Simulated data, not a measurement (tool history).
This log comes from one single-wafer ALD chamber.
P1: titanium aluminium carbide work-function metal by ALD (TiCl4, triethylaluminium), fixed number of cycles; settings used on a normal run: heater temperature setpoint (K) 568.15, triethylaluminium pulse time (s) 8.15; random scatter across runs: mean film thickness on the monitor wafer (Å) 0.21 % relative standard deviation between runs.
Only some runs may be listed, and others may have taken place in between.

run	hour	heater temperature setpoint (K)	triethylaluminium pulse time (s)	mean film thickness on the monitor wafer (Å)
1	8.4	568.15	8.15	19.433
2	16.7	592.15	8.15	21.501
3	24.2	568.15	13.35	20.484
4	32	588.15	4.24	17.24
5	42.9	546.15	8.15	17.535
6	50.6	568.15	8.15	19.48
7	61.3	568.15	8.15	19.457
8	71.5	568.15	8.15	19.444
9	83	568.15	3.48	14.425
10	89.8	568.15	8.15	19.481
11	99.8	568.15	8.15	19.484
12	110.6	568.15	8.15	19.516
13	118.8	568.15	8.15	19.249
14	126.1	568.15	8.15	19.188

The next listed run, before its measurement:
15	132.1	568.15	8.15	?

mean film thickness on the monitor wafer (Å): 19.053
